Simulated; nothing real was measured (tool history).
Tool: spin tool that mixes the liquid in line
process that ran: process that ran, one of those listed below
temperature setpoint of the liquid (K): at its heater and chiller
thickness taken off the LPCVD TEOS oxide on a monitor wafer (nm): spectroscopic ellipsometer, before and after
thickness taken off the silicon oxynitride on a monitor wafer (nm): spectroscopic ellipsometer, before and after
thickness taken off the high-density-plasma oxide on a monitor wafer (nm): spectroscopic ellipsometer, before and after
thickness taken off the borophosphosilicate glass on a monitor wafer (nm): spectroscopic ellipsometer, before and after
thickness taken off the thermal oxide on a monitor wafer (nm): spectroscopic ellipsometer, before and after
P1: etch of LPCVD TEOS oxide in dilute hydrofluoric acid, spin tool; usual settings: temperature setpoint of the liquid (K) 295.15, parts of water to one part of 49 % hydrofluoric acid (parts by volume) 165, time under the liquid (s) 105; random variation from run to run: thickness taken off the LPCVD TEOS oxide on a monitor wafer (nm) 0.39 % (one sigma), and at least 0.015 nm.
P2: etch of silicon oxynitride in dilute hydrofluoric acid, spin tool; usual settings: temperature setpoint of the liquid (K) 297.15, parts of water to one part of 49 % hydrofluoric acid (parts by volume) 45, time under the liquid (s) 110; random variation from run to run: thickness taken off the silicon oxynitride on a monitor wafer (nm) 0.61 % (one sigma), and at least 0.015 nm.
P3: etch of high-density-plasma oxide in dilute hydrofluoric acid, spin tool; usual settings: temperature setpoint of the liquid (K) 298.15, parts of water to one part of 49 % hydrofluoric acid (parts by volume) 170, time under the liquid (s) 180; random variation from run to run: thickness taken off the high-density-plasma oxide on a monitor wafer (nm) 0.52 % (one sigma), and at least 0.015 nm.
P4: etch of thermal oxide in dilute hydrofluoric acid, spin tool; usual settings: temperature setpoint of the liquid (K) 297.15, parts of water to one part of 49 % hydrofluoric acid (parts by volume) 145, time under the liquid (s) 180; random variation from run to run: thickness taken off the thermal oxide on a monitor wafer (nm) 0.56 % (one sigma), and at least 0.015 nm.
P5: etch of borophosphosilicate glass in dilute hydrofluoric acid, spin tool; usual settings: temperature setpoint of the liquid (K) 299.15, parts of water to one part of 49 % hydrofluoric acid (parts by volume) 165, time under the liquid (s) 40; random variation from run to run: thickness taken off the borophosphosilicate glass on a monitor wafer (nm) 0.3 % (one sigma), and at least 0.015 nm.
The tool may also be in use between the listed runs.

run	hour	process that ran	temperature setpoint of the liquid (K)	parts of water to one part of 49 % hydrofluoric acid (parts by volume)	time under the liquid (s)	hours since the thermometer was replaced	hours since the hydrofluoric acid flow meter was replaced	thickness taken off the LPCVD TEOS oxide on a monitor wafer (nm)	thickness taken off the silicon oxynitride on a monitor wafer (nm)	thickness taken off the high-density-plasma oxide on a monitor wafer (nm)	thickness taken off the borophosphosilicate glass on a monitor wafer (nm)	thickness taken off the thermal oxide on a monitor wafer (nm)
1	2.1	P1	295.15	165	105	438.7	904.1	27.278				
2	6.6	P2	297.15	65	110	443.2	908.6		3.2549			
3	9.8	P3	298.15	245	180	446.4	911.8			3.9273		
4	12.8	P5	299.15	165	40	449.4	914.8				15.294	
5	16.1	P5	299.15	70	40	452.7	918.1				40.587	
6	18.4	P1	301.15	50	105	455	920.4	131.65				
# hour 21.2: hydrofluoric acid flow meter replaced
7	22.3	P1	295.15	165	105	458.9	1.2	27.341				
8	24.7	P2	297.15	45	110	461.3	3.6		4.7424			
9	28.1	P1	295.15	165	15	464.7	7	3.9353				
10	31.1	P5	299.15	165	40	467.7	10				15.238	
11	34.5	P2	297.15	45	180	471.1	13.4		7.8221			
12	38.5	P1	295.15	165	105	475.1	17.4	27.406				
13	43.2	P1	295.15	240	105	479.8	22.1	17.371				
14	46.4	P1	295.15	165	105	483	25.3	27.142				
15	51	P1	300.65	165	105	487.6	29.9	33.596				
16	53.2	P5	305.15	165	40	489.8	32.1				18.948	
17	57.1	P1	295.15	165	105	493.7	36	27.238				
18	60.1	P4	290.15	145	180	496.7	39					4.2794
19	64.1	P3	305.15	170	180	500.7	43			7.8564		
20	68.3	P3	298.15	170	340	504.9	47.2			11.53		
21	72	P2	302.65	45	110	508.6	50.9		6.2076			
22	76.1	P1	290.15	165	105	512.7	55	22.338				
23	79.3	P5	299.15	165	15	515.9	58.2				5.7017	

Run 24 comes next. What will it give?
24	82.3	P1	295.15	65	105	518.9	61.2	?				

{"run 24": {"thickness taken off the LPCVD TEOS oxide on a monitor wafer (nm)": 77.375}}
